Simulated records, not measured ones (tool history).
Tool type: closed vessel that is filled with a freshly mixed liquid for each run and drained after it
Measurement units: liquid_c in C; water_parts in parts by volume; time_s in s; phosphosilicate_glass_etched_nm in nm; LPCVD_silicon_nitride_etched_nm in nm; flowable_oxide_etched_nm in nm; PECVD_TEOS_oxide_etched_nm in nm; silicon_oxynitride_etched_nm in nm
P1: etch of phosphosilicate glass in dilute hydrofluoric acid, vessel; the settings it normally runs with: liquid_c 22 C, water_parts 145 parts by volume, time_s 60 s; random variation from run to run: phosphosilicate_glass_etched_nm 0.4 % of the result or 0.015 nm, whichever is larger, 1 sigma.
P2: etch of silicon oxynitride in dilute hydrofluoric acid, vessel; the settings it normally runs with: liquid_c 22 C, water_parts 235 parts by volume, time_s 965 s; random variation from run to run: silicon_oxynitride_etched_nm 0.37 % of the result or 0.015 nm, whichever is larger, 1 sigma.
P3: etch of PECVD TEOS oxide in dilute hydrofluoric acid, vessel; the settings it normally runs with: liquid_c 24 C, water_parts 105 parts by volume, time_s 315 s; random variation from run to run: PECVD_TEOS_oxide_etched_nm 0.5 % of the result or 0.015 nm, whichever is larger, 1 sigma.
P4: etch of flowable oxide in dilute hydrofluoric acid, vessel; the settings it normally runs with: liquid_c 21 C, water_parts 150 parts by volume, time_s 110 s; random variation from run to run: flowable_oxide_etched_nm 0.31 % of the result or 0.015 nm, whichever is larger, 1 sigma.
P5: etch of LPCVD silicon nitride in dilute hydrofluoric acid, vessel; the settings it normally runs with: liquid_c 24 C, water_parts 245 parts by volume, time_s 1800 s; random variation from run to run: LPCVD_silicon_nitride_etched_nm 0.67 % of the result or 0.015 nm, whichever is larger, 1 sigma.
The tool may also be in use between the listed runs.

run,hour,process,liquid_c,water_parts,time_s,phosphosilicate_glass_etched_nm,LPCVD_silicon_nitride_etched_nm,flowable_oxide_etched_nm,PECVD_TEOS_oxide_etched_nm,silicon_oxynitride_etched_nm
1,16.3,P1,22,145,60,39.044,,,,
2,31,P5,24,245,270,,0.52931,,,
3,39.3,P1,17,145,60,32.009,,,,
4,53.3,P4,21,265,110,,,7.2635,,
5,63.3,P1,22,95,60,63.092,,,,
6,74.3,P3,28,105,315,,,,52.003,
7,88.5,P1,26,145,60,45.019,,,,
8,99.1,P1,22,145,60,39.012,,,,
9,114.6,P5,24,335,1800,,2.5045,,,
10,122.8,P2,22,235,965,,,,,12.062
11,140.7,P1,27.5,145,85,67.996,,,,
12,149.2,P4,17,150,110,,,12.321,,
13,158.3,P1,17,145,115,60.913,,,,
14,168.4,P4,21,150,175,,,22.945,,
15,178.2,P1,22,145,95,61.523,,,,
16,196.4,P2,22,235,30,,,,,0.36554
17,212.3,P1,22,145,60,39.001,,,,
18,222.5,P1,22,145,60,39.254,,,,
19,235.9,P3,24,105,315,,,,44.327,
20,246.2,P2,22,430,965,,,,,5.8025
21,255.9,P1,22,145,60,39.178,,,,
22,265.3,P1,22,145,30,19.597,,,,
23,278.6,P2,17,235,965,,,,,9.6527
24,291.4,P1,22,145,60,39.151,,,,
25,308.9,P5,17,245,1800,,2.1839,,,
26,318.6,P4,21,150,110,,,14.431,,
27,331.4,P5,24,245,1800,,3.3535,,,
28,348.8,P3,24,30,315,,,,171.24,
29,363.9,P3,24,105,30,,,,4.2281,
30,371.9,P5,24,245,1800,,3.4266,,,
31,384,P1,22,145,60,38.928,,,,

Predict the results of run 32:
32,399.2,P1,22,230,60,?,,,,

{"run 32": {"phosphosilicate_glass_etched_nm": 22.399}}

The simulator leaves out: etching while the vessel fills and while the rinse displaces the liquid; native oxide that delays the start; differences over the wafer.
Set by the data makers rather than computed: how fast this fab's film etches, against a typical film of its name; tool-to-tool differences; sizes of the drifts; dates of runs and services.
